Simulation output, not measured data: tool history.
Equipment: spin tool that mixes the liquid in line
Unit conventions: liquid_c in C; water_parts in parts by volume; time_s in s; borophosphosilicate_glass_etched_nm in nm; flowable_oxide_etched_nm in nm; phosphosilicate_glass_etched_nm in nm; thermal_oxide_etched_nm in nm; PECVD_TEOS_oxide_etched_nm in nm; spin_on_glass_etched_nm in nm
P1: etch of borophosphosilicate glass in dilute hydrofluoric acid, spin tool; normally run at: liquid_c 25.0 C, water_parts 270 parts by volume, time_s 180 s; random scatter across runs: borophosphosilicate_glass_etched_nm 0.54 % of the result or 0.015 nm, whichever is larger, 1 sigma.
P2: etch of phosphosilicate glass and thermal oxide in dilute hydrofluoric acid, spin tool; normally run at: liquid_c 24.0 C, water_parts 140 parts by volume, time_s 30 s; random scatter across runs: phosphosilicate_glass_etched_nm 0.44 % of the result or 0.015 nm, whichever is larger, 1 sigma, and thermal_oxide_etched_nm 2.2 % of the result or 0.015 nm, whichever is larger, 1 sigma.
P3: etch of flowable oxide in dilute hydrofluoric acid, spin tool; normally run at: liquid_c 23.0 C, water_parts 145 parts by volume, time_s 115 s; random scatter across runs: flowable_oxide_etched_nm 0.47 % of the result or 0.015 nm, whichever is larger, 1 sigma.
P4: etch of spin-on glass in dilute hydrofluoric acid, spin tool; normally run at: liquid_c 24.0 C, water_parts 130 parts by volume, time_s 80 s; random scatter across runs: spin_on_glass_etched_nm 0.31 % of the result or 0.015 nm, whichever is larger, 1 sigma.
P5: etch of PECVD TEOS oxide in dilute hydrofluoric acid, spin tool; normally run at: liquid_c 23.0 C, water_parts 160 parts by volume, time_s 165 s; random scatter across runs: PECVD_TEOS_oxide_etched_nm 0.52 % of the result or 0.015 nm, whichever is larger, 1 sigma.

run,hour,process,liquid_c,water_parts,time_s,borophosphosilicate_glass_etched_nm,flowable_oxide_etched_nm,phosphosilicate_glass_etched_nm,thermal_oxide_etched_nm,PECVD_TEOS_oxide_etched_nm,spin_on_glass_etched_nm
1,8.9,P1,25.0,270,180,26.2240,,,,,
2,15.7,P3,31.0,145,115,,34.224,,,,
3,27.0,P1,25.0,270,15,2.1982,,,,,
4,38.1,P2,28.5,140,30,,,17.3620,1.23160,,
5,44.1,P5,23.0,160,165,,,,,19.2210,
6,53.5,P1,25.0,270,180,26.1790,,,,,
7,62.6,P5,23.0,275,165,,,,,9.8393,
8,73.9,P5,23.0,160,25,,,,,2.9277,
# hour 74.8: thermometer replaced
9,83.3,P1,25.0,270,180,26.1330,,,,,
10,89.9,P2,24.0,250,30,,,7.2258,0.48023,,
11,96.6,P1,21.0,270,180,22.8360,,,,,
12,101.9,P3,23.0,45,115,,91.943,,,,
13,110.0,P5,23.0,160,165,,,,,19.2510,
14,117.3,P1,30.5,270,60,10.5920,,,,,
15,125.5,P4,24.0,130,160,,,,,,27.730
# hour 136.5: hydrofluoric acid flow meter replaced
16,136.8,P1,25.0,270,180,26.2030,,,,,
17,146.2,P3,23.0,145,115,,25.160,,,,
18,153.6,P4,24.0,20,80,,,,,,104.230
19,163.3,P1,25.0,270,350,51.6680,,,,,
20,169.0,P1,32.5,270,180,33.5020,,,,,
21,177.5,P5,31.5,160,165,,,,,26.8110,
22,186.7,P4,24.0,130,80,,,,,,13.914
23,191.6,P1,25.0,270,180,26.1760,,,,,
24,201.6,P1,31.0,370,180,21.0110,,,,,
25,209.0,P3,23.0,145,115,,25.469,,,,
26,220.0,P4,17.0,130,80,,,,,,10.540
27,229.1,P1,25.0,270,180,25.9090,,,,,
28,239.0,P2,24.0,140,30,,,14.6990,1.04810,,
29,248.7,P1,25.0,115,180,73.3480,,,,,
30,256.6,P1,25.0,495,180,11.5930,,,,,
31,264.6,P3,23.0,145,220,,48.443,,,,
32,274.7,P2,24.0,140,15,,,7.3642,0.51428,,
33,285.9,P1,25.0,270,180,26.1340,,,,,
34,294.8,P1,25.0,270,180,27.1680,,,,,
35,303.6,P1,25.0,270,180,27.6930,,,,,
36,310.5,P1,25.0,270,180,27.6820,,,,,
37,316.1,P1,25.0,270,180,27.8830,,,,,
38,326.5,P1,25.0,270,180,28.4680,,,,,
39,332.1,P1,25.0,270,180,28.3700,,,,,
40,337.7,P1,25.0,270,180,28.2620,,,,,
41,348.7,P1,25.0,270,180,28.4260,,,,,

The output of P1 has drifted from where it used to be. Each of the 2 causes below, taken at the size shown beside it, accounts for the log equally well:
A: liquid hotter than its thermometer reads (K) = 2.29
B: hydrofluoric acid flow above the setpoint (%) = 6.39
The drift started at roughly hour 285.9.

Listed below are the offered check runs, one wafer per run, with question marks in place of results. For which of them would the causes give clearly different outcomes?
check 1,359.7,P3,28.0,145,220,,?,,,,
check 2,359.7,P2,28.5,230,30,,,?,?,,
check 3,359.7,P5,31.0,265,165,,,,,?,
check 4,359.7,P4,17.0,40,80,,,,,,?

Predicted outcomes, by check and by cause:
check,result,if A,if B
check 1,flowable_oxide_etched_nm,63.656,62.998
check 2,phosphosilicate_glass_etched_nm,10.2530,10.2540
check 2,thermal_oxide_etched_nm,0.71176,0.71188
check 3,PECVD_TEOS_oxide_etched_nm,14.8080,14.9140
check 4,spin_on_glass_etched_nm,41.451,40.034
Per-check spread between the two closest causes, in the result where they differ most: check 1 1.04 %; check 2 0.02 %; check 3 0.71 %; check 4 3.48 %
Check 4 distinguishes between the causes, while the remaining checks would return nearly the same result for all of them.

Check 4 was then run and gave: spin_on_glass_etched_nm 40.074 nm. Which cause is it?

Of the candidate causes, it is B: hydrofluoric acid flow above the setpoint (%).

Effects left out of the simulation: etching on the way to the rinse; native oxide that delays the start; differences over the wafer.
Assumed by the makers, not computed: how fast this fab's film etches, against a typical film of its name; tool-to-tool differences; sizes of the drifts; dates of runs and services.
